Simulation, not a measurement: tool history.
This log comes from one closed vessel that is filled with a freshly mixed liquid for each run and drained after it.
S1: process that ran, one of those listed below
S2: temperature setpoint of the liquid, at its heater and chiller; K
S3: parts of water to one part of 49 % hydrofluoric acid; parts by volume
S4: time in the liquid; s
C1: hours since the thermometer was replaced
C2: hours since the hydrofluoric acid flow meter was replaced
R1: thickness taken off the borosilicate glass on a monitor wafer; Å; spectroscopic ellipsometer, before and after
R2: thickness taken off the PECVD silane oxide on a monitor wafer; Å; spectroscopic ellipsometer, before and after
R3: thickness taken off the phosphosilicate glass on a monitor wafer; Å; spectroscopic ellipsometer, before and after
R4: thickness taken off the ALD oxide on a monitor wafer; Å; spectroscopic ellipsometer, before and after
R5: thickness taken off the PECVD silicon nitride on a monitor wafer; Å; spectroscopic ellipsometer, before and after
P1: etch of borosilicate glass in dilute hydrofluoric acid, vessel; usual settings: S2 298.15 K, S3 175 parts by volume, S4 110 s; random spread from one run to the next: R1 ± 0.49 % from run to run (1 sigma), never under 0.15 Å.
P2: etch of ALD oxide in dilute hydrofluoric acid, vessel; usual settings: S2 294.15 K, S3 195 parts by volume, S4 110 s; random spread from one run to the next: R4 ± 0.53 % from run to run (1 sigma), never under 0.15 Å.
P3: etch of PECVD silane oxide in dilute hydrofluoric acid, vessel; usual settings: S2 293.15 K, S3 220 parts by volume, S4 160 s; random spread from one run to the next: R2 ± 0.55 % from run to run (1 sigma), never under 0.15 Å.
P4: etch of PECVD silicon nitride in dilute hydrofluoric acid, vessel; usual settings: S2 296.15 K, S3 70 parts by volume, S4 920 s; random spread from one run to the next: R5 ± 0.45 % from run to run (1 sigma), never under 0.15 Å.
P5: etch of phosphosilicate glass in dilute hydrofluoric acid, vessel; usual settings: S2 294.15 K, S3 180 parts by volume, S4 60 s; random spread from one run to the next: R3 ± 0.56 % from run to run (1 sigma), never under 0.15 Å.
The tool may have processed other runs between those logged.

run   hour  S1      S2   S3    S4     C1      C2      R1      R2      R3      R4      R5
  1    9.4  P1  298.15  175   110  167.8    1123  123.07
  2   20.9  P3  293.15  310   160  179.3  1134.5          176.87
  3   32.3  P5  302.15  180    60  190.7  1145.9                  481.86
  4   41.8  P1  292.65  175   180  200.2  1155.4  163.24
  5   57.8  P2  294.15  195    55  216.2  1171.4                          64.036
  6   74.2  P1  298.15  175   200  232.6  1187.8  224.71
  7     83  P1  291.65  175   110  241.4  1196.6  95.556
  8   90.2  P1  298.15  175    40  248.6  1203.8   44.84
  9  106.2  P1  298.15  175   110  264.6  1219.8  123.81
 10  114.5  P3  293.15  220    65  272.9  1228.1          110.72
 11  128.5  P1  298.15   55   110  286.9  1242.1  454.71
 12  144.6  P3  300.65  220   160    303  1258.2          355.66
 13  153.2  P2  294.15  195   110  311.6  1266.8                           126.5
 14  163.5  P5  294.15  180   100  321.9  1277.1                  603.47
 15  177.8  P2  290.15  195   110  336.2  1291.4                          108.49
 16  190.8  P5  294.15  180    60  349.2  1304.4                  359.46
 17  198.7  P3  293.15  220   160  357.1  1312.3          272.02
 18  208.8  P1  298.15  175   110  367.2  1322.4   123.5
 19  217.8  P1  298.15  295   110  376.2  1331.4  64.366
     223.9  -- hydrofluoric acid flow meter replaced
 20  225.5  P4  296.15   70   920  383.9     1.6                                  504.42
 21  241.9  P1  298.15  175   110  400.3      18  123.55
 22  257.6  P1  305.15  175   110    416    33.7  159.77
 23  266.7  P4  296.15   70  1325  425.1    42.8                                  727.85
 24  283.3  P4  292.15   70   920  441.7    59.4                                  385.47
     284.7  -- thermometer replaced
 25  295.9  P2  294.15  195   110   11.3      72                          126.94
 26  307.7  P2  294.15  305   110   23.1    83.8                          73.429
 27    322  P5  294.15  275    60   37.4    98.1                  215.25
 28    337  P1  303.65  175    50   52.4   113.1   68.24
 29  351.5  P1  298.15  105    30   66.9   127.6  61.067
 30  361.7  P4  296.15   20   920   77.1   137.8                                  1687.2
 31  374.5  P1  298.15  175   110   89.9   150.6  123.32
 32    387  P1  298.15  175   110  102.4   163.1  127.14
 33  398.6  P1  298.15  175   110    114   174.7  129.39
 34  407.5  P1  298.15  175   110  122.9   183.6  130.76
 35  418.7  P1  298.15  175   110  134.1   194.8  131.56
 36  426.2  P1  298.15  175   110  141.6   202.3  132.36
 37    436  P1  298.15  175   110  151.4   212.1  131.77
 38    452  P1  298.15  175   110  167.4   228.1  132.84
 39  460.6  P1  298.15  175   110    176   236.7  132.17
 40  471.3  P1  298.15  175   110  186.7   247.4  133.66
 41  484.5  P1  298.15  175   110  199.9   260.6  131.97

Compared with where it was, what P1 gives has crept away. Each cause listed below fits the log as well as the rest, at the size given for it:
A: hydrofluoric acid flow above the setpoint (%) = 6.59
B: liquid hotter than its thermometer reads (K) = 2.07
At approximately hour 374.5, the process output began to creep.

Each of the 4 check runs below uses one wafer; its results are left as question marks. Which run tells the causes apart?
check 1  497.7  P4  296.15   70  920                           ?
check 2  497.7  P2  294.15  195  110                       ?
check 3  497.7  P5  294.15  180   60                   ?
check 4  497.7  P3  293.15  220  160               ?

Outcome of each check run for each possible cause:
  check  result    if A    if B
check 1      R5  538.94  581.25
check 2      R4  136.92  137.24
check 3      R3  388.58  390.08
check 4      R2  293.95  294.28
Per-check spread between the two closest causes, in the result where they differ most: check 1 7.56 %; check 2 0.23 %; check 3 0.38 %; check 4 0.11 %
Of the check runs offered, only check 1 discriminates between the causes; the rest would read about the same regardless of which cause applies.

Check 1 was carried out, with these results: R5 581.13 Å. Which of the listed causes is responsible?

The correct cause is B, namely: liquid hotter than its thermometer reads (K).

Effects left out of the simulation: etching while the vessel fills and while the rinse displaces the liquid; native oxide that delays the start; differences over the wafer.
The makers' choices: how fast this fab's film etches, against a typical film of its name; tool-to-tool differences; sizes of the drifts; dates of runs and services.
